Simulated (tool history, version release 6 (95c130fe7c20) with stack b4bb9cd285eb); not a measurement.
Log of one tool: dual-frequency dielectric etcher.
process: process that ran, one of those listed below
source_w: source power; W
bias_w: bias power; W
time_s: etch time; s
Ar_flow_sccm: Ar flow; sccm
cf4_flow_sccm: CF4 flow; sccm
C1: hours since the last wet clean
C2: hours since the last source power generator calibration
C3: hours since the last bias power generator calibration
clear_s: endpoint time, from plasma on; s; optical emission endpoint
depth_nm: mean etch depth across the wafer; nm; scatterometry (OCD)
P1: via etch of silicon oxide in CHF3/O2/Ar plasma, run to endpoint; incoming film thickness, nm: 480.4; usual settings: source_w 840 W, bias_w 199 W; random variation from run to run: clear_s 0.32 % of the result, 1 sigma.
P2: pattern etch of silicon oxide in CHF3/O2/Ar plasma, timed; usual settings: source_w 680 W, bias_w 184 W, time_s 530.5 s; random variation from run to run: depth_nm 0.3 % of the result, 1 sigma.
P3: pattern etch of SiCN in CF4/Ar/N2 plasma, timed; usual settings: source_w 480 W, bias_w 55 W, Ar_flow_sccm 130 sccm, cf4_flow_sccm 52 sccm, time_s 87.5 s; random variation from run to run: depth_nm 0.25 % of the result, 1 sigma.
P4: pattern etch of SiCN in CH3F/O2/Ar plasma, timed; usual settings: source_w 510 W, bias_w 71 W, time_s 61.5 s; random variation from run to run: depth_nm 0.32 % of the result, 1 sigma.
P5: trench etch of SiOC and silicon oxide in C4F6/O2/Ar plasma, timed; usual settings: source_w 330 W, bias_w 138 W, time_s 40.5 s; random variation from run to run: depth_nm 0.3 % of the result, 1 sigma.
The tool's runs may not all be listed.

{"run": 1, "hour": 5.9, "process": "P1", "source_w": 840, "bias_w": 199, "C1": 187.2, "C2": 2257.6, "C3": 994.5, "clear_s": 200.21}
{"run": 2, "hour": 14.5, "process": "P5", "source_w": 330, "bias_w": 138, "time_s": 40.5, "C1": 195.8, "C2": 2266.2, "C3": 1003.1, "depth_nm": 67.111}
{"run": 3, "hour": 22.7, "process": "P4", "source_w": 660, "bias_w": 71, "time_s": 61.5, "C1": 204.0, "C2": 2274.4, "C3": 1011.3, "depth_nm": 27.875}
{"run": 4, "hour": 27.6, "process": "P5", "source_w": 330, "bias_w": 186, "time_s": 40.5, "C1": 208.9, "C2": 2279.3, "C3": 1016.2, "depth_nm": 73.965}
{"run": 5, "hour": 33.2, "process": "P2", "source_w": 680, "bias_w": 184, "time_s": 393.0, "C1": 214.5, "C2": 2284.9, "C3": 1021.8, "depth_nm": 833.68}
{"run": 6, "hour": 41.0, "process": "P3", "source_w": 480, "bias_w": 55, "time_s": 87.5, "Ar_flow_sccm": 130, "cf4_flow_sccm": 52, "C1": 222.3, "C2": 2292.7, "C3": 1029.6, "depth_nm": 67.427}
{"run": 7, "hour": 47.9, "process": "P1", "source_w": 840, "bias_w": 199, "C1": 229.2, "C2": 2299.6, "C3": 1036.5, "clear_s": 200.13}
{"run": 8, "hour": 55.6, "process": "P1", "source_w": 840, "bias_w": 244, "C1": 236.9, "C2": 2307.3, "C3": 1044.2, "clear_s": 184.77}
{"run": 9, "hour": 61.9, "process": "P1", "source_w": 840, "bias_w": 136, "C1": 243.2, "C2": 2313.6, "C3": 1050.5, "clear_s": 225.22}
{"run": 10, "hour": 69.6, "process": "P4", "source_w": 510, "bias_w": 71, "time_s": 84.0, "C1": 250.9, "C2": 2321.3, "C3": 1058.2, "depth_nm": 34.552}
{"run": 11, "hour": 76.9, "process": "P3", "source_w": 480, "bias_w": 55, "time_s": 87.5, "Ar_flow_sccm": 87, "cf4_flow_sccm": 52, "C1": 258.2, "C2": 2328.6, "C3": 1065.5, "depth_nm": 72.177}
{"run": 12, "hour": 85.8, "process": "P3", "source_w": 480, "bias_w": 55, "time_s": 63.0, "Ar_flow_sccm": 130, "cf4_flow_sccm": 52, "C1": 267.1, "C2": 2337.5, "C3": 1074.4, "depth_nm": 48.378}
{"run": 13, "hour": 90.8, "process": "P3", "source_w": 480, "bias_w": 55, "time_s": 87.5, "Ar_flow_sccm": 130, "cf4_flow_sccm": 72, "C1": 272.1, "C2": 2342.5, "C3": 1079.4, "depth_nm": 71.404}
{"run": 14, "hour": 96.3, "process": "P2", "source_w": 950, "bias_w": 184, "time_s": 530.5, "C1": 277.6, "C2": 2348.0, "C3": 1084.9, "depth_nm": 1273.8}
{"run": 15, "hour": 103.6, "process": "P1", "source_w": 840, "bias_w": 199, "C1": 284.9, "C2": 2355.3, "C3": 1092.2, "clear_s": 199.69}
{"run": 16, "hour": 108.7, "process": "P5", "source_w": 330, "bias_w": 138, "time_s": 50.0, "C1": 290.0, "C2": 2360.4, "C3": 1097.3, "depth_nm": 83.029}
{"run": 17, "hour": 114.7, "process": "P1", "source_w": 1030, "bias_w": 199, "C1": 296.0, "C2": 2366.4, "C3": 1103.3, "clear_s": 185.49}
{"run": 18, "hour": 120.7, "process": "P1", "source_w": 1100, "bias_w": 123, "C1": 302.0, "C2": 2372.4, "C3": 1109.3, "clear_s": 208.43}
{"run": 19, "hour": 126.7, "process": "P1", "source_w": 840, "bias_w": 199, "C1": 308.0, "C2": 2378.4, "C3": 1115.3, "clear_s": 199.48}
{"run": 20, "hour": 131.1, "process": "P1", "source_w": 840, "bias_w": 199, "C1": 312.4, "C2": 2382.8, "C3": 1119.7, "clear_s": 200.21}
{"run": 21, "hour": 139.1, "process": "P2", "source_w": 680, "bias_w": 224, "time_s": 530.5, "C1": 320.4, "C2": 2390.8, "C3": 1127.7, "depth_nm": 1205.8}
{"run": 22, "hour": 145.7, "process": "P2", "source_w": 680, "bias_w": 184, "time_s": 530.5, "C1": 327.0, "C2": 2397.4, "C3": 1134.3, "depth_nm": 1132.2}
{"run": 23, "hour": 151.1, "process": "P4", "source_w": 510, "bias_w": 96, "time_s": 61.5, "C1": 332.4, "C2": 2402.8, "C3": 1139.7, "depth_nm": 27.924}
{"run": 24, "hour": 159.4, "process": "P1", "source_w": 540, "bias_w": 199, "C1": 340.7, "C2": 2411.1, "C3": 1148.0, "clear_s": 236.44}
{"run": 25, "hour": 164.3, "process": "P5", "source_w": 240, "bias_w": 138, "time_s": 40.5, "C1": 345.6, "C2": 2416.0, "C3": 1152.9, "depth_nm": 59.13}
{"run": 26, "hour": 169.2, "process": "P1", "source_w": 840, "bias_w": 199, "C1": 350.5, "C2": 2420.9, "C3": 1157.8, "clear_s": 199.11}
{"run": 27, "hour": 176.7, "process": "P5", "source_w": 330, "bias_w": 138, "time_s": 40.5, "C1": 358.0, "C2": 2428.4, "C3": 1165.3, "depth_nm": 66.836}
{"run": 28, "hour": 184.0, "process": "P3", "source_w": 480, "bias_w": 55, "time_s": 87.5, "Ar_flow_sccm": 130, "cf4_flow_sccm": 52, "C1": 365.3, "C2": 2435.7, "C3": 1172.6, "depth_nm": 67.483}
{"run": 29, "hour": 191.4, "process": "P3", "source_w": 340, "bias_w": 55, "time_s": 87.5, "Ar_flow_sccm": 130, "cf4_flow_sccm": 52, "C1": 372.7, "C2": 2443.1, "C3": 1180.0, "depth_nm": 49.747}
{"hour": 192.6, "done": "wet clean of the chamber"}
{"run": 30, "hour": 197.7, "process": "P4", "source_w": 510, "bias_w": 71, "time_s": 61.5, "C1": 5.1, "C2": 2449.4, "C3": 1186.3, "depth_nm": 25.353}
{"run": 31, "hour": 203.8, "process": "P1", "source_w": 620, "bias_w": 248, "C1": 11.2, "C2": 2455.5, "C3": 1192.4, "clear_s": 207.29}
{"run": 32, "hour": 208.2, "process": "P3", "source_w": 480, "bias_w": 41, "time_s": 87.5, "Ar_flow_sccm": 130, "cf4_flow_sccm": 52, "C1": 15.6, "C2": 2459.9, "C3": 1196.8, "depth_nm": 60.769}
{"run": 33, "hour": 214.4, "process": "P1", "source_w": 840, "bias_w": 199, "C1": 21.8, "C2": 2466.1, "C3": 1203.0, "clear_s": 200.27}
{"run": 34, "hour": 219.4, "process": "P1", "source_w": 840, "bias_w": 199, "C1": 26.8, "C2": 2471.1, "C3": 1208.0, "clear_s": 200.11}
{"run": 35, "hour": 223.6, "process": "P1", "source_w": 840, "bias_w": 199, "C1": 31.0, "C2": 2475.3, "C3": 1212.2, "clear_s": 201.74}
{"run": 36, "hour": 229.2, "process": "P1", "source_w": 840, "bias_w": 199, "C1": 36.6, "C2": 2480.9, "C3": 1217.8, "clear_s": 201.22}
{"run": 37, "hour": 235.2, "process": "P1", "source_w": 840, "bias_w": 199, "C1": 42.6, "C2": 2486.9, "C3": 1223.8, "clear_s": 201.39}
{"run": 38, "hour": 240.2, "process": "P1", "source_w": 840, "bias_w": 199, "C1": 47.6, "C2": 2491.9, "C3": 1228.8, "clear_s": 202.1}
{"run": 39, "hour": 244.5, "process": "P1", "source_w": 840, "bias_w": 199, "C1": 51.9, "C2": 2496.2, "C3": 1233.1, "clear_s": 201.4}
{"hour": 247.1, "done": "wet clean of the chamber"}
{"run": 40, "hour": 252.9, "process": "P1", "source_w": 840, "bias_w": 199, "C1": 5.8, "C2": 2504.6, "C3": 1241.5, "clear_s": 203.31}
{"run": 41, "hour": 260.3, "process": "P1", "source_w": 840, "bias_w": 199, "C1": 13.2, "C2": 2512.0, "C3": 1248.9, "clear_s": 202.67}
{"run": 42, "hour": 268.7, "process": "P1", "source_w": 840, "bias_w": 199, "C1": 21.6, "C2": 2520.4, "C3": 1257.3, "clear_s": 203.71}
{"run": 43, "hour": 273.3, "process": "P1", "source_w": 840, "bias_w": 199, "C1": 26.2, "C2": 2525.0, "C3": 1261.9, "clear_s": 203.34}
{"run": 44, "hour": 281.6, "process": "P1", "source_w": 840, "bias_w": 199, "C1": 34.5, "C2": 2533.3, "C3": 1270.2, "clear_s": 202.41}

What P1 gives has crept away from where it was. These 2 causes fit the log equally well, each at the size given:
A: bias power that arrives under what is set, % = 4.72
B: source power that arrives under what is set, % = 4.12
The creep began at about hour 214.4.
Why every other cause is out:
chamber walls in a state that lowers the etch rate, %: serviced at hour 247.1, which brought nothing back

4 check runs are offered, one wafer each, their results left as question marks. Which one tells the causes apart?
{"run": "check 1", "hour": 289.9, "process": "P3", "source_w": 480, "bias_w": 43, "time_s": 87.5, "Ar_flow_sccm": 130, "cf4_flow_sccm": 52, "depth_nm": "?"}
{"run": "check 2", "hour": 289.9, "process": "P4", "source_w": 640, "bias_w": 71, "time_s": 77.5, "depth_nm": "?"}
{"run": "check 3", "hour": 289.9, "process": "P5", "source_w": 250, "bias_w": 138, "time_s": 48.0, "depth_nm": "?"}
{"run": "check 4", "hour": 289.9, "process": "P2", "source_w": 780, "bias_w": 184, "time_s": 530.5, "depth_nm": "?"}

What each check would give under each cause:
check=check_1 result=depth_nm if_A=60.759 if_B=59.513
check=check_2 result=depth_nm if_A=34.141 if_B=34.152
check=check_3 result=depth_nm if_A=70.268 if_B=70.157
check=check_4 result=depth_nm if_A=1169.200 if_B=1169.000
How far apart the two closest causes lie, in the result that separates them most: check 1 2.07 %; check 2 0.03 %; check 3 0.16 %; check 4 0.02 %
Only check 1 tells the causes apart: in the others they would give nearly the same result.

Check 1 was then run and gave: depth_nm 59.664 nm. Which cause is it?

It is B: source power that arrives under what is set, %.
